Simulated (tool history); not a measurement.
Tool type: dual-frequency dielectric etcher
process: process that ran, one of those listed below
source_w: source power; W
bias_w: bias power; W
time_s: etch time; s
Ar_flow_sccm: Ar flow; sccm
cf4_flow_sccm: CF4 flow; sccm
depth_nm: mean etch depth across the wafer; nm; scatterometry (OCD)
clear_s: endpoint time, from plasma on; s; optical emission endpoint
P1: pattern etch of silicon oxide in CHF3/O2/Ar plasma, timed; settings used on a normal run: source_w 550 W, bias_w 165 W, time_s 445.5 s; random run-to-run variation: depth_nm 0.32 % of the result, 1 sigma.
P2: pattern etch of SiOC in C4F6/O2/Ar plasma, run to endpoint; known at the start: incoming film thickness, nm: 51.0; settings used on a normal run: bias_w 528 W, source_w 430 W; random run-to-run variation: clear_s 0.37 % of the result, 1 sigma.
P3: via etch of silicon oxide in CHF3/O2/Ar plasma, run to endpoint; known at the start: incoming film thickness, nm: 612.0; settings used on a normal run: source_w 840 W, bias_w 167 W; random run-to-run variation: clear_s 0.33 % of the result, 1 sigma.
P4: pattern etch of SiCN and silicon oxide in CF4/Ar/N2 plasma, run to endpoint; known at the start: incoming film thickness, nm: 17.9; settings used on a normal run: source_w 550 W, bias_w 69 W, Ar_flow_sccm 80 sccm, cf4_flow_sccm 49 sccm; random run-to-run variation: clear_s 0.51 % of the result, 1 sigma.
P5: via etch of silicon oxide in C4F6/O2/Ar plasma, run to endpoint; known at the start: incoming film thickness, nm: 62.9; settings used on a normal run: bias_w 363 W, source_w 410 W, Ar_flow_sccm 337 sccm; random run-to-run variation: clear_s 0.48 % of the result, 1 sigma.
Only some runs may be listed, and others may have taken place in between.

| run | day | process | source_w | bias_w | time_s | Ar_flow_sccm | cf4_flow_sccm | hours since the last wet clean | hours since the last source power generator calibration | hours since the last bias power generator calibration | depth_nm | clear_s |
|---|---|---|---|---|---|---|---|---|---|---|---|---|
| 1 | 0.521 | P1 | 550 | 165 | 445.5 |  |  | 149.3 | 1276.3 | 841.1 | 860.58 |  |
| 2 | 0.967 | P1 | 550 | 165 | 249.5 |  |  | 160.0 | 1287.0 | 851.8 | 482.33 |  |
| 3 | 1.400 | P4 | 360 | 69 |  | 80 | 49 | 170.4 | 1297.4 | 862.2 |  | 26.409 |
| 4 | 1.746 | P4 | 550 | 69 |  | 80 | 49 | 178.7 | 1305.7 | 870.5 |  | 17.942 |
| 5 | 2.171 | P5 | 240 | 363 |  | 337 |  | 188.9 | 1315.9 | 880.7 |  | 18.694 |
| 6 | 2.562 | P4 | 550 | 69 |  | 80 | 39 | 198.3 | 1325.3 | 890.1 |  | 18.853 |
| 7 | 2.892 | P1 | 330 | 165 | 445.5 |  |  | 206.2 | 1333.2 | 898.0 | 706.10 |  |
| 8 | 3.288 | P2 | 430 | 722 |  |  |  | 215.7 | 1342.7 | 907.5 |  | 14.519 |
| 9 | 3.746 | P3 | 840 | 167 |  |  |  | 226.7 | 1353.7 | 918.5 |  | 283.450 |
| 10 | 4.138 | P1 | 550 | 165 | 445.5 |  |  | 236.1 | 1363.1 | 927.9 | 863.35 |  |
| 11 | 4.625 | P2 | 430 | 528 |  |  |  | 247.8 | 1374.8 | 939.6 |  | 16.284 |
| 12 | 4.946 | P4 | 550 | 50 |  | 80 | 49 | 255.5 | 1382.5 | 947.3 |  | 20.011 |
| 13 | 5.254 | P1 | 550 | 165 | 445.5 |  |  | 262.9 | 1389.9 | 954.7 | 858.14 |  |
| 14 | 5.712 | P1 | 550 | 195 | 445.5 |  |  | 273.9 | 1400.9 | 965.7 | 911.98 |  |
| 15 | 6.162 | P1 | 430 | 165 | 640.0 |  |  | 284.7 | 1411.7 | 976.5 | 1124.60 |  |
| 16 | 6.500 | P1 | 550 | 165 | 445.5 |  |  | 292.8 | 1419.8 | 984.6 | 860.90 |  |
| 17 | 6.954 | P1 | 550 | 111 | 445.5 |  |  | 303.7 | 1430.7 | 995.5 | 760.99 |  |
| 18 | 7.450 | P1 | 550 | 165 | 551.0 |  |  | 315.6 | 1442.6 | 1007.4 | 1059.90 |  |
| 19 | 7.833 | P2 | 260 | 528 |  |  |  | 324.8 | 1451.8 | 1016.6 |  | 19.608 |
| 20 | 8.200 | P5 | 410 | 363 |  | 337 |  | 333.6 | 1460.6 | 1025.4 |  | 15.201 |
| 21 | 8.575 | P5 | 410 | 363 |  | 246 |  | 342.6 | 1469.6 | 1034.4 |  | 14.689 |
| 22 | 8.833 | P4 | 550 | 69 |  | 61 | 49 | 348.8 | 1475.8 | 1040.6 |  | 17.308 |
| 23 | 9.079 | P5 | 410 | 508 |  | 337 |  | 354.7 | 1481.7 | 1046.5 |  | 13.477 |
| 24 | 9.521 | P3 | 840 | 107 |  |  |  | 365.3 | 1492.3 | 1057.1 |  | 324.940 |
| 25 | 9.933 | P3 | 530 | 167 |  |  |  | 375.2 | 1502.2 | 1067.0 |  | 340.460 |

For run 26, what comes out?
| 26 | 10.179 | P2 | 430 | 528 |  |  |  | 381.1 | 1508.1 | 1072.9 |  | ? |

{"run 26": {"clear_s": 16.245}}
